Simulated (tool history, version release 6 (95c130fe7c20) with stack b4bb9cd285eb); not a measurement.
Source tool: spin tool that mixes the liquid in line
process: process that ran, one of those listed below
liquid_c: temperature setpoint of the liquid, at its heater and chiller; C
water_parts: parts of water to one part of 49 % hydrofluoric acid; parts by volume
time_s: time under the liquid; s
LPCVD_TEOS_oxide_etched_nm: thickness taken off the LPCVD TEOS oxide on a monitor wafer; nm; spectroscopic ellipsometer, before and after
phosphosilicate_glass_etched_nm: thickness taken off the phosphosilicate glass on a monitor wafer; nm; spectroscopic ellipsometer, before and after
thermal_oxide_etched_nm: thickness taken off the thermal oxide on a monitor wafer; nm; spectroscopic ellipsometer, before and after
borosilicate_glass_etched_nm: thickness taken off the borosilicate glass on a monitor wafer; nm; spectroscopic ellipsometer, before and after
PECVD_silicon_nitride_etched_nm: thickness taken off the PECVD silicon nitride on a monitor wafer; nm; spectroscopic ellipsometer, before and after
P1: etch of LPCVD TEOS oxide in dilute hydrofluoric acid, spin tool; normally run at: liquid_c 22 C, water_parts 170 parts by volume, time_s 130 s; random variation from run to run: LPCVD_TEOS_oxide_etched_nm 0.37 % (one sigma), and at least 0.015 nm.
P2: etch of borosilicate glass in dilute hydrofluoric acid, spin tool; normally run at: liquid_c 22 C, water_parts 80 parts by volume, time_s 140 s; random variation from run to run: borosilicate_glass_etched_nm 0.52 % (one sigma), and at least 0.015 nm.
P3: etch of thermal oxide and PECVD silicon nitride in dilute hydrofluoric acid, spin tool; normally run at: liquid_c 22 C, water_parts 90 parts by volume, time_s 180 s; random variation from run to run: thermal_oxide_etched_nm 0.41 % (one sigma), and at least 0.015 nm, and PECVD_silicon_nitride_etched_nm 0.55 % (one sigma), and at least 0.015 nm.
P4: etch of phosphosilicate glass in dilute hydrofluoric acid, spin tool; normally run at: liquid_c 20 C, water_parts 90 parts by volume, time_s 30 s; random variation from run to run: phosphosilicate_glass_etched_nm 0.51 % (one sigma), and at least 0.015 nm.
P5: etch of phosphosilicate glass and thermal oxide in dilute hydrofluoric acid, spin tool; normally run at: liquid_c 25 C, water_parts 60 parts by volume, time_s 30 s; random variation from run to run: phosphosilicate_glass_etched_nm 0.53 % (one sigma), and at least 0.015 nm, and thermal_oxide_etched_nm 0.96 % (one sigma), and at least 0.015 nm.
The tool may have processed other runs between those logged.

run,hour,process,liquid_c,water_parts,time_s,LPCVD_TEOS_oxide_etched_nm,phosphosilicate_glass_etched_nm,thermal_oxide_etched_nm,borosilicate_glass_etched_nm,PECVD_silicon_nitride_etched_nm
1,8.9,P1,22,170,130,14.355,,,,
2,19.3,P5,25,20,30,,345.85,7.498,,
3,30.2,P1,22,170,15,1.6385,,,,
4,40.2,P5,25,60,15,,54.309,1.1623,,
5,51.2,P4,20,90,30,,38.832,,,
6,57,P1,22,170,215,23.697,,,,
7,64.1,P2,22,80,140,,,,58.683,
8,74,P2,22,80,70,,,,29.036,
9,80.9,P2,26,80,140,,,,68.424,
10,86,P5,31.5,60,30,,139.42,3.0874,,
11,94,P1,22,255,130,8.7447,,,,
12,102.2,P1,22,170,130,14.139,,,,
13,113.6,P1,22,170,130,14.348,,,,
14,122.9,P5,25,60,30,,109.39,2.3764,,
15,129.7,P3,22,90,95,,,4.5649,,5.2334
16,141.1,P1,22,170,130,14.292,,,,
17,151.3,P3,22,90,180,,,8.6377,,9.8762
18,161.4,P4,20,25,30,,151.27,,,
19,169.1,P5,25,60,30,,108.28,2.3131,,
20,175.8,P1,22,170,130,14.247,,,,
21,184.1,P4,27,90,30,,50.788,,,
22,193.8,P1,22,75,130,36.26,,,,
23,202,P4,20,90,60,,77.093,,,
24,210,P1,30,170,130,19.271,,,,
25,218.4,P3,22,40,180,,,20.448,,21.787
26,225.6,P1,22,50,230,98.553,,,,
27,237.2,P1,17,170,130,11.741,,,,
28,247.6,P1,22,170,130,14.251,,,,
29,252.7,P3,17,90,180,,,6.9756,,6.9764
30,263,P2,22,30,140,,,,165.1,
31,269.2,P1,22,170,130,14.222,,,,
32,280.4,P1,22,170,130,13.772,,,,
33,286.3,P1,22,170,130,13.72,,,,
34,294.8,P1,22,170,130,13.513,,,,
35,305.4,P1,22,170,130,13.418,,,,
36,310.5,P1,22,170,130,13.477,,,,
37,319.9,P1,22,170,130,13.458,,,,
38,329.5,P1,22,170,130,13.321,,,,
39,335.8,P1,22,170,130,13.446,,,,

The output of P1 has drifted from where it used to be. Each of the 2 causes below, taken at the size shown beside it, accounts for the log equally well:
A: hydrofluoric acid flow below the setpoint (%) = 5.18
B: liquid colder than its thermometer reads (K) = 1.63
Onset of the creep was near hour 269.2.

4 check runs are offered, one wafer each, their results left as question marks. Which one tells the causes apart?
check 1,342.1,P3,22,90,180,,,?,,?
check 2,342.1,P4,20,90,30,,?,,,
check 3,342.1,P5,25,60,30,,?,?,,
check 4,342.1,P2,22,80,140,,,,?,

Check results expected under each cause:
check,result,if A,if B
check 1,thermal_oxide_etched_nm,8.1092,8.0476
check 1,PECVD_silicon_nitride_etched_nm,9.3884,8.8582
check 2,phosphosilicate_glass_etched_nm,36.267,35.939
check 3,phosphosilicate_glass_etched_nm,102.17,101.27
check 3,thermal_oxide_etched_nm,2.2316,2.212
check 4,borosilicate_glass_etched_nm,55.273,54.794
How far apart the two closest causes lie, in the result that separates them most: check 1 5.81 %; check 2 0.91 %; check 3 0.88 %; check 4 0.87 %
Check 1 is the one run that separates the causes; every other check would come out nearly the same whichever cause is at work.

Running check 1 produced the following: thermal_oxide_etched_nm 8.1054 nm; PECVD_silicon_nitride_etched_nm 9.3155 nm. Which one of the listed causes fits?

The cause is A: hydrofluoric acid flow below the setpoint (%).

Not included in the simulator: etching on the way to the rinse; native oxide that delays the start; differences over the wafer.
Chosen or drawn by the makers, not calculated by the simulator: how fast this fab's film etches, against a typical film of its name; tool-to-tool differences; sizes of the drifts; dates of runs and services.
